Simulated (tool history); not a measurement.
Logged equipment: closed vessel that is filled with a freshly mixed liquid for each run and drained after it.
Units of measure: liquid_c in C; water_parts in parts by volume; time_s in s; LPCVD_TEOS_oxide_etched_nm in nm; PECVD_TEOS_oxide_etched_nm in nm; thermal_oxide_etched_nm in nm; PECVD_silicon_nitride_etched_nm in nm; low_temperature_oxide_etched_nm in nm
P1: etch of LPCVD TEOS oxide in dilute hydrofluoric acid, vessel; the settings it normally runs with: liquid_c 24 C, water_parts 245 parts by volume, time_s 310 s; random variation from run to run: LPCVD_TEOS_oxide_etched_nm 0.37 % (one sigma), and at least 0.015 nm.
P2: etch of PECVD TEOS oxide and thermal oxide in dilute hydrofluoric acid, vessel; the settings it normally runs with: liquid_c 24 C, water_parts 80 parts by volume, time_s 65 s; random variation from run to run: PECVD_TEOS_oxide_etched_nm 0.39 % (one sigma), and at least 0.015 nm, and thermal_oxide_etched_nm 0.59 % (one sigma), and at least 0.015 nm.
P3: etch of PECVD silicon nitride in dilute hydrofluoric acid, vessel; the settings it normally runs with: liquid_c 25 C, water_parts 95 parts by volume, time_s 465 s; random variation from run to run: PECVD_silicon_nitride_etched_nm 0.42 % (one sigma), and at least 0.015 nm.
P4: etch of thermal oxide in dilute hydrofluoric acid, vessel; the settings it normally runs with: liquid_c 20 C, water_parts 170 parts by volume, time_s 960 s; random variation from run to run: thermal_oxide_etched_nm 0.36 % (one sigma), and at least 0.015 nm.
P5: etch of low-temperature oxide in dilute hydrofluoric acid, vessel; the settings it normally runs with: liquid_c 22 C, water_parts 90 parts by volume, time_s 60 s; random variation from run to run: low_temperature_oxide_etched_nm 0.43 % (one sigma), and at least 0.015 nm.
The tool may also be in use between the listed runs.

run,hour,process,liquid_c,water_parts,time_s,LPCVD_TEOS_oxide_etched_nm,PECVD_TEOS_oxide_etched_nm,thermal_oxide_etched_nm,PECVD_silicon_nitride_etched_nm,low_temperature_oxide_etched_nm
1,6.1,P1,24,245,310,42.592,,,,
2,10.9,P1,24,245,545,74.574,,,,
3,16.6,P1,17,245,310,32.83,,,,
4,22.2,P1,24,245,310,42.854,,,,
5,28.6,P2,24,80,65,,10.276,3.8976,,
6,33.4,P1,24,245,30,4.1059,,,,
7,37.5,P3,25,95,465,,,,10.415,
8,40.4,P5,17,90,60,,,,,10.576
9,46.8,P1,24,245,310,42.49,,,,
10,52.5,P4,28,170,960,,,28.651,,
11,58,P1,24,245,310,42.657,,,,
12,62.3,P5,22,90,90,,,,,19.404
13,66.8,P1,24,245,310,42.481,,,,
14,71.4,P4,20,170,960,,,21.325,,
15,74.8,P1,24,380,310,24.207,,,,
16,77.8,P1,24,100,30,11.854,,,,
17,81.4,P4,20,170,1870,,,41.597,,
18,85.5,P3,31,95,465,,,,15.483,
19,91.1,P1,32,245,30,5.4233,,,,
20,95.2,P3,25,20,465,,,,47.574,
21,100.4,P1,24,110,35,12.376,,,,
22,106.2,P4,20,260,960,,,12.785,,
23,110,P1,24,140,310,84.223,,,,
24,114.1,P2,24,80,30,,4.7195,1.8056,,
25,117.6,P5,22,90,60,,,,,13.055
26,123.4,P5,22,160,60,,,,,6.7238
27,126.5,P4,20,170,960,,,21.274,,
28,131.3,P1,28,245,310,48.944,,,,
29,137.8,P2,29.5,80,65,,12.771,4.8046,,
30,142,P2,24,80,65,,10.215,3.8736,,
31,146.6,P1,24,245,310,42.634,,,,
32,150.3,P5,22,90,60,,,,,12.985
33,154.3,P3,25,95,30,,,,0.70087,
34,160.5,P2,24,30,65,,29.366,11.053,,
35,164.5,P1,24,245,310,42.834,,,,
36,169.1,P1,24,245,310,43.558,,,,
37,172.6,P1,24,245,310,43.533,,,,
38,178.1,P1,24,245,310,44.143,,,,
39,184.4,P1,24,245,310,44.609,,,,
40,188.6,P1,24,245,310,44.586,,,,
41,194.8,P1,24,245,310,44.336,,,,
42,201.1,P1,24,245,310,45.038,,,,
43,204.6,P1,24,245,310,44.806,,,,
44,210.9,P1,24,245,310,44.595,,,,

Estimate the outcome of run 45 from the log above:
45,214.3,P1,24,245,310,?,,,,

LPCVD_TEOS_oxide_etched_nm: 44.605 nm
